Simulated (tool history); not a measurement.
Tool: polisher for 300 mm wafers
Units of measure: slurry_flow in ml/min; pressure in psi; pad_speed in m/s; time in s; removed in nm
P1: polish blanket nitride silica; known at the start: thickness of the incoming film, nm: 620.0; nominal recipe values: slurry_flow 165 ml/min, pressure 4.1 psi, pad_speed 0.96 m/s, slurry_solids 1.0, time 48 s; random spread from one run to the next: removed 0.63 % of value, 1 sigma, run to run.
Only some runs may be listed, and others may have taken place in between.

| run | day | slurry_flow | pressure | pad_speed | slurry_solids | time | wafers polished on this pad | hours since the slurry nozzle was cleaned | hours since the head pressure was calibrated | hours since the slurry blender was calibrated | hours since the conditioning disc was replaced | removed |
|---|---|---|---|---|---|---|---|---|---|---|---|---|
| 1 | 0.138 | 165 | 4.1 | 0.96 | 1.0 | 48 | 445 | 107.2 | 982.5 | 85.8 | 88.8 | 29.176 |
| 2 | 0.333 | 250 | 4.1 | 0.96 | 1.0 | 32 | 498 | 111.9 | 987.2 | 90.5 | 93.5 | 20.329 |
| 3 | 0.521 | 100 | 4.1 | 0.96 | 1.0 | 48 | 549 | 116.4 | 991.7 | 95.0 | 98.0 | 26.486 |
| 4 | 0.788 | 165 | 4.1 | 0.96 | 0.7 | 48 | 621 | 122.8 | 998.1 | 101.4 | 104.4 | 24.242 |
| 5 | 0.908 | 165 | 4.1 | 0.96 | 1.0 | 48 | 653 | 125.7 | 1001.0 | 104.3 | 107.3 | 28.765 |
| 6 | 1.088 | 165 | 4.1 | 0.96 | 1.0 | 48 | 702 | 130.0 | 1005.3 | 108.6 | 111.6 | 28.958 |
| 7 | 1.262 | 165 | 4.1 | 0.96 | 0.7 | 64 | 749 | 134.2 | 1009.5 | 112.8 | 115.8 | 31.984 |
| 8 | 1.475 | 165 | 4.1 | 0.96 | 1.0 | 48 | 807 | 139.3 | 1014.6 | 117.9 | 120.9 | 28.582 |
| 9 | 1.596 | 165 | 4.1 | 0.96 | 1.0 | 48 | 839 | 142.2 | 1017.5 | 120.8 | 123.8 | 29.051 |
| 10 | 1.800 | 165 | 4.1 | 0.96 | 1.5 | 48 | 895 | 147.1 | 1022.4 | 125.7 | 128.7 | 34.080 |
| 11 | 1.971 | 165 | 4.1 | 0.96 | 1.0 | 48 | 941 | 151.2 | 1026.5 | 129.8 | 132.8 | 29.003 |
| 12 | 2.108 | 165 | 2.6 | 0.96 | 1.0 | 48 | 978 | 154.5 | 1029.8 | 133.1 | 136.1 | 18.304 |
|  | 2.321 | conditioning disc replaced and pad reconditioned |
| 13 | 2.358 | 250 | 4.1 | 0.96 | 1.0 | 48 | 1046 | 160.5 | 1035.8 | 139.1 | 1.0 | 30.407 |
| 14 | 2.571 | 165 | 6.2 | 0.96 | 1.0 | 48 | 1103 | 165.6 | 1040.9 | 144.2 | 6.1 | 44.312 |
| 15 | 2.704 | 165 | 4.1 | 0.66 | 1.0 | 48 | 1139 | 168.8 | 1044.1 | 147.4 | 9.3 | 21.279 |
| 16 | 2.896 | 165 | 4.1 | 0.96 | 1.0 | 28 | 1191 | 173.4 | 1048.7 | 152.0 | 13.9 | 16.828 |
| 17 | 3.100 | 165 | 4.1 | 1.48 | 1.0 | 48 | 1246 | 178.3 | 1053.6 | 156.9 | 18.8 | 40.810 |
| 18 | 3.283 | 165 | 4.1 | 0.96 | 1.0 | 76 | 1296 | 182.7 | 1058.0 | 161.3 | 23.2 | 45.801 |
| 19 | 3.546 | 165 | 4.1 | 0.96 | 1.0 | 48 | 1367 | 189.0 | 1064.3 | 167.6 | 29.5 | 28.995 |
| 20 | 3.779 | 165 | 4.1 | 0.96 | 1.0 | 48 | 1430 | 194.6 | 1069.9 | 173.2 | 35.1 | 27.454 |
| 21 | 3.946 | 165 | 4.1 | 0.96 | 1.0 | 48 | 1475 | 198.6 | 1073.9 | 177.2 | 39.1 | 26.655 |
| 22 | 4.071 | 165 | 4.1 | 0.96 | 1.0 | 48 | 1509 | 201.6 | 1076.9 | 180.2 | 42.1 | 26.400 |
| 23 | 4.204 | 165 | 4.1 | 0.96 | 1.0 | 48 | 1545 | 204.8 | 1080.1 | 183.4 | 45.3 | 26.124 |
|  | 4.262 | conditioning disc replaced and pad reconditioned |
|  | 4.329 | slurry nozzle cleaned |
| 24 | 4.346 | 165 | 4.1 | 0.96 | 1.0 | 48 | 1583 | 0.5 | 1083.5 | 186.8 | 2.0 | 25.993 |
| 25 | 4.483 | 165 | 4.1 | 0.96 | 1.0 | 48 | 1620 | 3.8 | 1086.8 | 190.1 | 5.3 | 25.590 |
|  | 4.671 | head pressure recalibrated |
| 26 | 4.700 | 165 | 4.1 | 0.96 | 1.0 | 48 | 1679 | 9.0 | 0.7 | 195.3 | 10.5 | 25.660 |
| 27 | 4.829 | 165 | 4.1 | 0.96 | 1.0 | 48 | 1714 | 12.1 | 3.8 | 198.4 | 13.6 | 25.717 |
| 28 | 4.988 | 165 | 4.1 | 0.96 | 1.0 | 48 | 1756 | 15.9 | 7.6 | 202.2 | 17.4 | 25.305 |
| 29 | 5.188 | 165 | 4.1 | 0.96 | 1.0 | 48 | 1811 | 20.7 | 12.4 | 207.0 | 22.2 | 25.452 |

The log shows P1 creeping away from where it was. Any of the 2 causes listed here, at the size stated for it, fits the log just as well as the others:
A: abrasive missing from the slurry, % = 22.5
B: removal rate lost through wear of the pad, % = 11.7
Onset of the creep was near day 3.546.
Ruled out, with reasons:
slurry flow missing at the pad, %: serviced at day 4.329, after the drift had started, without restoring the earlier output
head's pressure below its setpoint, %: serviced at day 4.671, after the drift had started, without restoring the earlier output
time polished since the conditioner stopped cutting, s: serviced at day 4.262, after the drift had started, without restoring the earlier output

Which of the 4 check runs listed below, each an average over 5 wafers with its results shown as question marks, gives clearly different results under the different listed causes?
| check 1 | 5.388 | 165 | 4.1 | 0.96 | 1.4 | 71 |  |  |  |  |  | ? |
| check 2 | 5.388 | 165 | 5.0 | 0.96 | 1.0 | 48 |  |  |  |  |  | ? |
| check 3 | 5.388 | 100 | 5.9 | 0.96 | 1.0 | 48 |  |  |  |  |  | ? |
| check 4 | 5.388 | 240 | 4.1 | 1.46 | 1.0 | 48 |  |  |  |  |  | ? |

How each check would come out, cause by cause:
| check | result | if A | if B |
|---|---|---|---|
| check 1 | removed | 44.363 | 43.416 |
| check 2 | removed | 31.161 | 31.146 |
| check 3 | removed | 33.266 | 33.251 |
| check 4 | removed | 37.558 | 37.541 |
How far apart the two closest causes lie, in the result that separates them most: check 1 2.16 %; check 2 0.05 %; check 3 0.05 %; check 4 0.05 %
The causes can be told apart only by check 1. The other checks would give nearly the same results under each of them.

Then check 1 was run and gave: removed 43.391 nm. Which cause is it?

The cause is B: removal rate lost through wear of the pad, %.

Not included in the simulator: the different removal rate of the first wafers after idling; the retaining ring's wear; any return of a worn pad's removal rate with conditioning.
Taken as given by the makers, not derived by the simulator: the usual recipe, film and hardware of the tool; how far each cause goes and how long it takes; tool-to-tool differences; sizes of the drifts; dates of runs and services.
